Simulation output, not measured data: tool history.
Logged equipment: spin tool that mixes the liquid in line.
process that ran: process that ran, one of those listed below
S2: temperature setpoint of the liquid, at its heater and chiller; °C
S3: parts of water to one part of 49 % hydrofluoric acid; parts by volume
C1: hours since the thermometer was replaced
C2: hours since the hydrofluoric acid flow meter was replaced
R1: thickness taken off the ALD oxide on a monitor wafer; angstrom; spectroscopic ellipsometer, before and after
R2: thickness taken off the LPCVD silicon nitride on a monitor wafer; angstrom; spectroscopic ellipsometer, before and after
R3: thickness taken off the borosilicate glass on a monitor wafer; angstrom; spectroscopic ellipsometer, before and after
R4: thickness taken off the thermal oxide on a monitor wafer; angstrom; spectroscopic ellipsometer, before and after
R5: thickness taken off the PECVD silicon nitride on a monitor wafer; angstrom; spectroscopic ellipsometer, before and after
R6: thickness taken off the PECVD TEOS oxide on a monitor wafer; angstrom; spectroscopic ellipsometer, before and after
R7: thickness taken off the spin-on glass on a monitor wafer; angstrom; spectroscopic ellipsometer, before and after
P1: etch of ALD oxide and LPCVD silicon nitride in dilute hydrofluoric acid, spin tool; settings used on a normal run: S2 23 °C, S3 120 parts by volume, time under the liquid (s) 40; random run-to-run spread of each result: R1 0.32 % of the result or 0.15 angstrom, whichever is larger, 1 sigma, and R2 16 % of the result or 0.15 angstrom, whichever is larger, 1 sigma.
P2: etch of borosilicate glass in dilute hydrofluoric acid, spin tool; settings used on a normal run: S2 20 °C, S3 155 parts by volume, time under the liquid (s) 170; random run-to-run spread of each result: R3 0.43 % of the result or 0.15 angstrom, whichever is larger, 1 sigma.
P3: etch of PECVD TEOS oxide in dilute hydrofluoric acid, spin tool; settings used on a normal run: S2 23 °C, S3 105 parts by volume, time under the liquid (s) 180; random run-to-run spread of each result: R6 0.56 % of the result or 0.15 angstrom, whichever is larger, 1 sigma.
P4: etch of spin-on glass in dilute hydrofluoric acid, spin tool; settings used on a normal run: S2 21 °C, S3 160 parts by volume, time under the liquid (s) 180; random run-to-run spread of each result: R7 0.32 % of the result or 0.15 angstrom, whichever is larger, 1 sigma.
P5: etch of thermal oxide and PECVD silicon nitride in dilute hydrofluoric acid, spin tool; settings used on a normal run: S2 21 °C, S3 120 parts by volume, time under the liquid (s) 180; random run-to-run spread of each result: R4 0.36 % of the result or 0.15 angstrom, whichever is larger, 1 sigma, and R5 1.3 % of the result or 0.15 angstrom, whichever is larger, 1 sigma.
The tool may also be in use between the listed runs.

{"run": 1, "hour": 3.1, "process that ran": "P1", "S2": 23, "S3": 120, "time under the liquid (s)": 40, "C1": 1471.3, "C2": 1115.6, "R1": 80.823, "R2": 1.5427}
{"run": 2, "hour": 8.8, "process that ran": "P2", "S2": 20, "S3": 155, "time under the liquid (s)": 335, "C1": 1477, "C2": 1121.3, "R3": 370.39}
{"run": 3, "hour": 12.5, "process that ran": "P1", "S2": 23, "S3": 120, "time under the liquid (s)": 40, "C1": 1480.7, "C2": 1125, "R1": 81.58, "R2": 2.0076}
{"run": 4, "hour": 17.0, "process that ran": "P1", "S2": 23, "S3": 120, "time under the liquid (s)": 40, "C1": 1485.2, "C2": 1129.5, "R1": 81.276, "R2": 1.4298}
{"run": 5, "hour": 21.3, "process that ran": "P5", "S2": 21, "S3": 165, "time under the liquid (s)": 180, "C1": 1489.5, "C2": 1133.8, "R4": 44.587, "R5": 14.984}
{"run": 6, "hour": 27.2, "process that ran": "P3", "S2": 23, "S3": 105, "time under the liquid (s)": 330, "C1": 1495.4, "C2": 1139.7, "R6": 276.01}
{"run": 7, "hour": 30.0, "process that ran": "P5", "S2": 21, "S3": 120, "time under the liquid (s)": 180, "C1": 1498.2, "C2": 1142.5, "R4": 64.723, "R5": 20.425}
{"run": 8, "hour": 32.9, "process that ran": "P2", "S2": 20, "S3": 155, "time under the liquid (s)": 170, "C1": 1501.1, "C2": 1145.4, "R3": 188.6}
{"run": 9, "hour": 37.8, "process that ran": "P5", "S2": 17, "S3": 120, "time under the liquid (s)": 180, "C1": 1506, "C2": 1150.3, "R4": 54.482, "R5": 16.098}
{"run": 10, "hour": 40.7, "process that ran": "P4", "S2": 21, "S3": 160, "time under the liquid (s)": 180, "C1": 1508.9, "C2": 1153.2, "R7": 375.56}
{"run": 11, "hour": 44.6, "process that ran": "P2", "S2": 17, "S3": 155, "time under the liquid (s)": 170, "C1": 1512.8, "C2": 1157.1, "R3": 166.93}
{"run": 12, "hour": 49.8, "process that ran": "P5", "S2": 21, "S3": 120, "time under the liquid (s)": 325, "C1": 1518, "C2": 1162.3, "R4": 115.8, "R5": 37.328}
{"run": 13, "hour": 54.1, "process that ran": "P1", "S2": 23, "S3": 120, "time under the liquid (s)": 20, "C1": 1522.3, "C2": 1166.6, "R1": 40.725, "R2": 0.64333}
{"run": 14, "hour": 58.0, "process that ran": "P3", "S2": 23, "S3": 175, "time under the liquid (s)": 180, "C1": 1526.2, "C2": 1170.5, "R6": 83.267}
{"run": 15, "hour": 62.3, "process that ran": "P2", "S2": 20, "S3": 155, "time under the liquid (s)": 170, "C1": 1530.5, "C2": 1174.8, "R3": 188.07}
{"run": 16, "hour": 68.2, "process that ran": "P1", "S2": 23, "S3": 120, "time under the liquid (s)": 65, "C1": 1536.4, "C2": 1180.7, "R1": 132.22, "R2": 2.9396}
{"run": 17, "hour": 74.1, "process that ran": "P3", "S2": 31, "S3": 105, "time under the liquid (s)": 180, "C1": 1542.3, "C2": 1186.6, "R6": 204.3}
{"run": 18, "hour": 78.6, "process that ran": "P1", "S2": 23, "S3": 120, "time under the liquid (s)": 40, "C1": 1546.8, "C2": 1191.1, "R1": 81.697, "R2": 1.8348}
{"run": 19, "hour": 84.3, "process that ran": "P3", "S2": 23, "S3": 105, "time under the liquid (s)": 180, "C1": 1552.5, "C2": 1196.8, "R6": 148.79}
{"run": 20, "hour": 90.1, "process that ran": "P5", "S2": 21, "S3": 120, "time under the liquid (s)": 180, "C1": 1558.3, "C2": 1202.6, "R4": 64.287, "R5": 20.922}
{"run": 21, "hour": 93.5, "process that ran": "P2", "S2": 20, "S3": 70, "time under the liquid (s)": 170, "C1": 1561.7, "C2": 1206, "R3": 462.38}
{"run": 22, "hour": 98.6, "process that ran": "P4", "S2": 17, "S3": 160, "time under the liquid (s)": 180, "C1": 1566.8, "C2": 1211.1, "R7": 323.09}
{"run": 23, "hour": 103.4, "process that ran": "P3", "S2": 23, "S3": 105, "time under the liquid (s)": 180, "C1": 1571.6, "C2": 1215.9, "R6": 150.32}
{"run": 24, "hour": 108.8, "process that ran": "P1", "S2": 17, "S3": 120, "time under the liquid (s)": 40, "C1": 1577, "C2": 1221.3, "R1": 63.929, "R2": 0.63785}
{"run": 25, "hour": 114.5, "process that ran": "P4", "S2": 21, "S3": 160, "time under the liquid (s)": 180, "C1": 1582.7, "C2": 1227, "R7": 376.11}
{"run": 26, "hour": 117.9, "process that ran": "P4", "S2": 21, "S3": 45, "time under the liquid (s)": 180, "C1": 1586.1, "C2": 1230.4, "R7": 1541.8}
{"run": 27, "hour": 122.5, "process that ran": "P4", "S2": 21, "S3": 160, "time under the liquid (s)": 300, "C1": 1590.7, "C2": 1235, "R7": 629.62}
{"run": 28, "hour": 126.0, "process that ran": "P1", "S2": 23, "S3": 120, "time under the liquid (s)": 40, "C1": 1594.2, "C2": 1238.5, "R1": 81.768, "R2": 1.6178}
{"run": 29, "hour": 128.7, "process that ran": "P1", "S2": 27.5, "S3": 120, "time under the liquid (s)": 40, "C1": 1596.9, "C2": 1241.2, "R1": 96.803, "R2": 1.9186}
{"run": 30, "hour": 131.5, "process that ran": "P1", "S2": 26.5, "S3": 165, "time under the liquid (s)": 40, "C1": 1599.7, "C2": 1244, "R1": 64.216, "R2": 1.393}
{"run": 31, "hour": 135.8, "process that ran": "P1", "S2": 23, "S3": 80, "time under the liquid (s)": 60, "C1": 1604, "C2": 1248.3, "R1": 192.69, "R2": 3.6313}
{"run": 32, "hour": 141.2, "process that ran": "P1", "S2": 17.5, "S3": 120, "time under the liquid (s)": 15, "C1": 1609.4, "C2": 1253.7, "R1": 24.504, "R2": 0.46414}
{"run": 33, "hour": 145.8, "process that ran": "P1", "S2": 23, "S3": 180, "time under the liquid (s)": 40, "C1": 1614, "C2": 1258.3, "R1": 50.456, "R2": 1.1659}
{"run": 34, "hour": 151.6, "process that ran": "P1", "S2": 23, "S3": 55, "time under the liquid (s)": 40, "C1": 1619.8, "C2": 1264.1, "R1": 192.69, "R2": 4.0294}
{"run": 35, "hour": 156.6, "process that ran": "P1", "S2": 23, "S3": 120, "time under the liquid (s)": 40, "C1": 1624.8, "C2": 1269.1, "R1": 81.588, "R2": 1.4654}
{"run": 36, "hour": 162.6, "process that ran": "P1", "S2": 23, "S3": 120, "time under the liquid (s)": 40, "C1": 1630.8, "C2": 1275.1, "R1": 77.162, "R2": 1.5141}
{"run": 37, "hour": 166.7, "process that ran": "P1", "S2": 23, "S3": 120, "time under the liquid (s)": 40, "C1": 1634.9, "C2": 1279.2, "R1": 76.589, "R2": 1.9374}
{"run": 38, "hour": 170.0, "process that ran": "P1", "S2": 23, "S3": 120, "time under the liquid (s)": 40, "C1": 1638.2, "C2": 1282.5, "R1": 75.787, "R2": 2.1035}
{"run": 39, "hour": 174.4, "process that ran": "P1", "S2": 23, "S3": 120, "time under the liquid (s)": 40, "C1": 1642.6, "C2": 1286.9, "R1": 75.173, "R2": 1.4347}
{"run": 40, "hour": 177.5, "process that ran": "P1", "S2": 23, "S3": 120, "time under the liquid (s)": 40, "C1": 1645.7, "C2": 1290, "R1": 75.549, "R2": 1.0885}
{"run": 41, "hour": 181.6, "process that ran": "P1", "S2": 23, "S3": 120, "time under the liquid (s)": 40, "C1": 1649.8, "C2": 1294.1, "R1": 75.426, "R2": 1.931}

P1 has crept away from where it was. The log is fitted equally well by each of these 2 causes, at the sizes shown:
A: hydrofluoric acid flow below the setpoint (%) = 6.59
B: liquid colder than its thermometer reads (K) = 1.97
The onset of the drift is placed at about hour 156.6.

4 check runs are offered, each on 3 wafers whose results are averaged, their results left as question marks. Which one tells the causes apart?
{"run": "check 1", "hour": 185.7, "process that ran": "P3", "S2": 29.5, "S3": 105, "time under the liquid (s)": 285, "R6": "?"}
{"run": "check 2", "hour": 185.7, "process that ran": "P2", "S2": 20, "S3": 100, "time under the liquid (s)": 170, "R3": "?"}
{"run": "check 3", "hour": 185.7, "process that ran": "P5", "S2": 21, "S3": 120, "time under the liquid (s)": 305, "R4": "?", "R5": "?"}
{"run": "check 4", "hour": 185.7, "process that ran": "P4", "S2": 17, "S3": 160, "time under the liquid (s)": 260, "R7": "?"}

Check results expected under each cause:
check=check_1 result=R6 if_A=282.24 if_B=283.32
check=check_2 result=R3 if_A=288.5 if_B=286.86
check=check_3 result=R4 if_A=100.84 if_B=100.61
check=check_3 result=R5 if_A=32.737 if_B=30.636
check=check_4 result=R7 if_A=428.84 if_B=427.91
Gap, in per cent, between the two causes that each check separates least, read from the result that separates them most: check 1 0.38 %; check 2 0.57 %; check 3 6.63 %; check 4 0.22 %
Only check 3 tells the causes apart: in the others they would give nearly the same result.

Check 3 was carried out, with these results: R4 100.94 angstrom; R5 32.533 angstrom. Which of the listed causes is responsible?

The correct cause is A, namely: hydrofluoric acid flow below the setpoint (%).

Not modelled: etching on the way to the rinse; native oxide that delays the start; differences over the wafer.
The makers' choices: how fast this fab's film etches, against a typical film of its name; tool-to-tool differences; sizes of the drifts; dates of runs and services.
